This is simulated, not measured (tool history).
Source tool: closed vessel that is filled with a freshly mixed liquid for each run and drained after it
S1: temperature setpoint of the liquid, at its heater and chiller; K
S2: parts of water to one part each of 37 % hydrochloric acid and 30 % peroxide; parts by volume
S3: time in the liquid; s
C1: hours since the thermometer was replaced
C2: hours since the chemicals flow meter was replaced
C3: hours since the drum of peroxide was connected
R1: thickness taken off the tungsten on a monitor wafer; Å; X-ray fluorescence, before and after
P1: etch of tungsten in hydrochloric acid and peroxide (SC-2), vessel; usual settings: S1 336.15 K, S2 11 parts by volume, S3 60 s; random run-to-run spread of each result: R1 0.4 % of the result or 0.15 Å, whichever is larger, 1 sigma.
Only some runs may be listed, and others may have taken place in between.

Run 1, hour 10.5: S1 336.15 K, S2 11 parts by volume, S3 60 s; C1 578.7; C2 949.7; C3 290.5. Result: R1 210.26 Å.
Run 2, hour 18.6: S1 321.15 K, S2 11 parts by volume, S3 60 s; C1 586.8; C2 957.8; C3 298.6. Result: R1 80.608 Å.
Run 3, hour 26.9: S1 336.15 K, S2 11 parts by volume, S3 60 s; C1 595.1; C2 966.1; C3 306.9. Result: R1 212.94 Å.
Run 4, hour 36.5: S1 336.15 K, S2 11 parts by volume, S3 60 s; C1 604.7; C2 975.7; C3 316.5. Result: R1 211.72 Å.
Run 5, hour 41.5: S1 345.15 K, S2 11 parts by volume, S3 30 s; C1 609.7; C2 980.7; C3 321.5. Result: R1 182.15 Å.
Run 6, hour 51.9: S1 336.15 K, S2 4 parts by volume, S3 60 s; C1 620.1; C2 991.1; C3 331.9. Result: R1 461.58 Å.
Run 7, hour 60.7: S1 345.15 K, S2 11 parts by volume, S3 30 s; C1 628.9; C2 999.9; C3 340.7. Result: R1 182.5 Å.
At hour 68.8: thermometer replaced.
Run 8, hour 69.7: S1 336.15 K, S2 11 parts by volume, S3 60 s; C1 0.9; C2 1008.9; C3 349.7. Result: R1 211.16 Å.
Run 9, hour 75.8: S1 336.15 K, S2 11 parts by volume, S3 100 s; C1 7; C2 1015; C3 355.8. Result: R1 353.71 Å.
At hour 78.2: new drum of peroxide connected.
Run 10, hour 85.4: S1 336.15 K, S2 15.5 parts by volume, S3 105 s; C1 16.6; C2 1024.6; C3 7.3. Result: R1 277.79 Å.
Run 11, hour 90.6: S1 336.15 K, S2 20 parts by volume, S3 60 s; C1 21.8; C2 1029.8; C3 12.5. Result: R1 125.56 Å.
Run 12, hour 95.5: S1 336.15 K, S2 11 parts by volume, S3 30 s; C1 26.7; C2 1034.7; C3 17.4. Result: R1 105.09 Å.
Run 13, hour 100.1: S1 344.15 K, S2 11 parts by volume, S3 60 s; C1 31.3; C2 1039.3; C3 22. Result: R1 341.76 Å.
Run 14, hour 110.3: S1 336.15 K, S2 11 parts by volume, S3 60 s; C1 41.5; C2 1049.5; C3 32.2. Result: R1 212.06 Å.
Run 15, hour 118.7: S1 336.15 K, S2 11 parts by volume, S3 60 s; C1 49.9; C2 1057.9; C3 40.6. Result: R1 217.41 Å.
Run 16, hour 125.2: S1 336.15 K, S2 11 parts by volume, S3 60 s; C1 56.4; C2 1064.4; C3 47.1. Result: R1 221.67 Å.
Run 17, hour 134: S1 336.15 K, S2 11 parts by volume, S3 60 s; C1 65.2; C2 1073.2; C3 55.9. Result: R1 226.6 Å.
Run 18, hour 143: S1 336.15 K, S2 11 parts by volume, S3 60 s; C1 74.2; C2 1082.2; C3 64.9. Result: R1 228.37 Å.
Run 19, hour 148.9: S1 336.15 K, S2 11 parts by volume, S3 60 s; C1 80.1; C2 1088.1; C3 70.8. Result: R1 228.35 Å.

Forecast run 20:
Run 20, hour 156.7: S1 336.15 K, S2 11 parts by volume, S3 60 s; C1 87.9; C2 1095.9; C3 78.6. Result: R1 ?.

For run 20 the tool returned R1 228.09 Å.
